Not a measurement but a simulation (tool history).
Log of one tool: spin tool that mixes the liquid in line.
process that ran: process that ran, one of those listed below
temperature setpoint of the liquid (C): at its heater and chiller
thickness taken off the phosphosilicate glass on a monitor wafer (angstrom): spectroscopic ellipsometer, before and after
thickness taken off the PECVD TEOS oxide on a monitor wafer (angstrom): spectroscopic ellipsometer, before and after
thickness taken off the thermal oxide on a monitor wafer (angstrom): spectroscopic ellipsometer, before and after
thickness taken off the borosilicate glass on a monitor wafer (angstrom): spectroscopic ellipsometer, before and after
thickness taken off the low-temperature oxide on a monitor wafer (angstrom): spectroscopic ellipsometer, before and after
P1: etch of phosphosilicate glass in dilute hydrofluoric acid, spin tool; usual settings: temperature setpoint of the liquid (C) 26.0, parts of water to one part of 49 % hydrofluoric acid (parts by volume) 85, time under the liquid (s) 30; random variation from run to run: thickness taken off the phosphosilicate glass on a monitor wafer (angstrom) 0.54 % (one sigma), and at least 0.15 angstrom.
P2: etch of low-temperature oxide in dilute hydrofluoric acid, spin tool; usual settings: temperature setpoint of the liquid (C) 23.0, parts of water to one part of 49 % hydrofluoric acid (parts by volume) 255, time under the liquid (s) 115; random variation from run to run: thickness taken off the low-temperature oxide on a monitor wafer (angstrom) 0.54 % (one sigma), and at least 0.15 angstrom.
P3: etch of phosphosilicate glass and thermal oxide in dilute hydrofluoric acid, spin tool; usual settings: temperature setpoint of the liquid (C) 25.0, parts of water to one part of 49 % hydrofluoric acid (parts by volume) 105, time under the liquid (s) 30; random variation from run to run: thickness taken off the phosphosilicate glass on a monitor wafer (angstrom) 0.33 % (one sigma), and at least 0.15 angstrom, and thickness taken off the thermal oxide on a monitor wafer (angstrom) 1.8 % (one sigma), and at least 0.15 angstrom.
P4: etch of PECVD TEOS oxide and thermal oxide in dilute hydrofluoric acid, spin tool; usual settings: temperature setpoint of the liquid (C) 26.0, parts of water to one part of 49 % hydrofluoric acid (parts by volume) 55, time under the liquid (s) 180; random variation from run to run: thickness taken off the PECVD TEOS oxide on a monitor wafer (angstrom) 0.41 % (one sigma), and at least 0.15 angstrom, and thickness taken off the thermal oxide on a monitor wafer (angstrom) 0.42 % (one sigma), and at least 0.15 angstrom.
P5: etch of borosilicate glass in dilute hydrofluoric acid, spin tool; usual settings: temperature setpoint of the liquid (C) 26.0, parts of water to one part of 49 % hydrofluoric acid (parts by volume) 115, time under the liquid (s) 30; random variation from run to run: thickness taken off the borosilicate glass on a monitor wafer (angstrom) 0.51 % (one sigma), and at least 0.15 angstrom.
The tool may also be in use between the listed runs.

| run | hour | process that ran | temperature setpoint of the liquid (C) | parts of water to one part of 49 % hydrofluoric acid (parts by volume) | time under the liquid (s) | thickness taken off the phosphosilicate glass on a monitor wafer (angstrom) | thickness taken off the PECVD TEOS oxide on a monitor wafer (angstrom) | thickness taken off the thermal oxide on a monitor wafer (angstrom) | thickness taken off the borosilicate glass on a monitor wafer (angstrom) | thickness taken off the low-temperature oxide on a monitor wafer (angstrom) |
|---|---|---|---|---|---|---|---|---|---|---|
| 1 | 4.2 | P1 | 26.0 | 85 | 30 | 371.33 |  |  |  |  |
| 2 | 8.3 | P4 | 26.0 | 105 | 180 |  | 160.09 | 88.7530 |  |  |
| 3 | 11.3 | P1 | 26.0 | 125 | 30 | 237.48 |  |  |  |  |
| 4 | 14.5 | P1 | 26.0 | 50 | 30 | 659.59 |  |  |  |  |
| 5 | 19.3 | P5 | 26.0 | 115 | 30 |  |  |  | 81.230 |  |
| 6 | 24.9 | P5 | 26.0 | 115 | 30 |  |  |  | 81.369 |  |
| 7 | 28.0 | P2 | 23.0 | 255 | 115 |  |  |  |  | 85.309 |
| 8 | 31.7 | P2 | 23.0 | 255 | 225 |  |  |  |  | 167.380 |
| 9 | 35.0 | P1 | 26.0 | 85 | 65 | 802.25 |  |  |  |  |
| 10 | 40.6 | P2 | 17.0 | 255 | 115 |  |  |  |  | 68.532 |
| 11 | 43.4 | P1 | 26.0 | 115 | 45 | 393.39 |  |  |  |  |
| 12 | 49.4 | P1 | 19.5 | 85 | 30 | 285.28 |  |  |  |  |
| 13 | 52.3 | P5 | 26.0 | 115 | 15 |  |  |  | 40.681 |  |
|  | 55.0 | hydrofluoric acid flow meter replaced |
| 14 | 57.4 | P3 | 19.0 | 105 | 30 | 255.03 |  | 11.1240 |  |  |
| 15 | 61.6 | P3 | 25.0 | 175 | 30 | 178.17 |  | 7.4302 |  |  |
| 16 | 66.3 | P2 | 23.0 | 440 | 115 |  |  |  |  | 41.985 |
| 17 | 70.6 | P1 | 26.0 | 85 | 30 | 371.57 |  |  |  |  |
| 18 | 76.3 | P1 | 31.0 | 85 | 30 | 446.82 |  |  |  |  |
| 19 | 79.5 | P5 | 18.0 | 115 | 30 |  |  |  | 58.753 |  |
| 20 | 82.9 | P1 | 26.0 | 85 | 15 | 185.09 |  |  |  |  |
| 21 | 86.3 | P1 | 26.0 | 85 | 30 | 369.44 |  |  |  |  |
| 22 | 91.3 | P1 | 26.0 | 85 | 30 | 369.27 |  |  |  |  |
| 23 | 95.6 | P1 | 26.0 | 85 | 30 | 370.47 |  |  |  |  |
| 24 | 101.5 | P4 | 30.5 | 55 | 180 |  | 387.42 | 215.2500 |  |  |
| 25 | 104.5 | P5 | 26.0 | 35 | 30 |  |  |  | 298.280 |  |
|  | 109.5 | thermometer replaced |
| 26 | 110.1 | P3 | 25.0 | 105 | 30 | 323.28 |  | 14.2390 |  |  |
| 27 | 113.8 | P1 | 26.0 | 85 | 30 | 370.34 |  |  |  |  |
| 28 | 118.1 | P4 | 26.0 | 55 | 345 |  | 621.65 | 345.4300 |  |  |
| 29 | 122.9 | P3 | 25.0 | 105 | 15 | 162.08 |  | 7.2119 |  |  |
| 30 | 125.6 | P4 | 26.0 | 55 | 180 |  | 325.22 | 179.9800 |  |  |
| 31 | 129.6 | P1 | 26.0 | 85 | 30 | 366.92 |  |  |  |  |
| 32 | 135.3 | P1 | 26.0 | 85 | 30 | 357.23 |  |  |  |  |
| 33 | 140.4 | P1 | 26.0 | 85 | 30 | 347.18 |  |  |  |  |
| 34 | 143.4 | P1 | 26.0 | 85 | 30 | 346.51 |  |  |  |  |
| 35 | 146.5 | P1 | 26.0 | 85 | 30 | 344.18 |  |  |  |  |
| 36 | 149.5 | P1 | 26.0 | 85 | 30 | 342.25 |  |  |  |  |
| 37 | 152.7 | P1 | 26.0 | 85 | 30 | 340.61 |  |  |  |  |
| 38 | 158.7 | P1 | 26.0 | 85 | 30 | 337.55 |  |  |  |  |
| 39 | 161.9 | P1 | 26.0 | 85 | 30 | 341.88 |  |  |  |  |
| 40 | 167.6 | P1 | 26.0 | 85 | 30 | 338.33 |  |  |  |  |

Run 41 comes next. What will it give?
| 41 | 172.8 | P1 | 26.0 | 85 | 30 | ? |  |  |  |  |

{"run 41": {"thickness taken off the phosphosilicate glass on a monitor wafer (angstrom)": 338.09}}
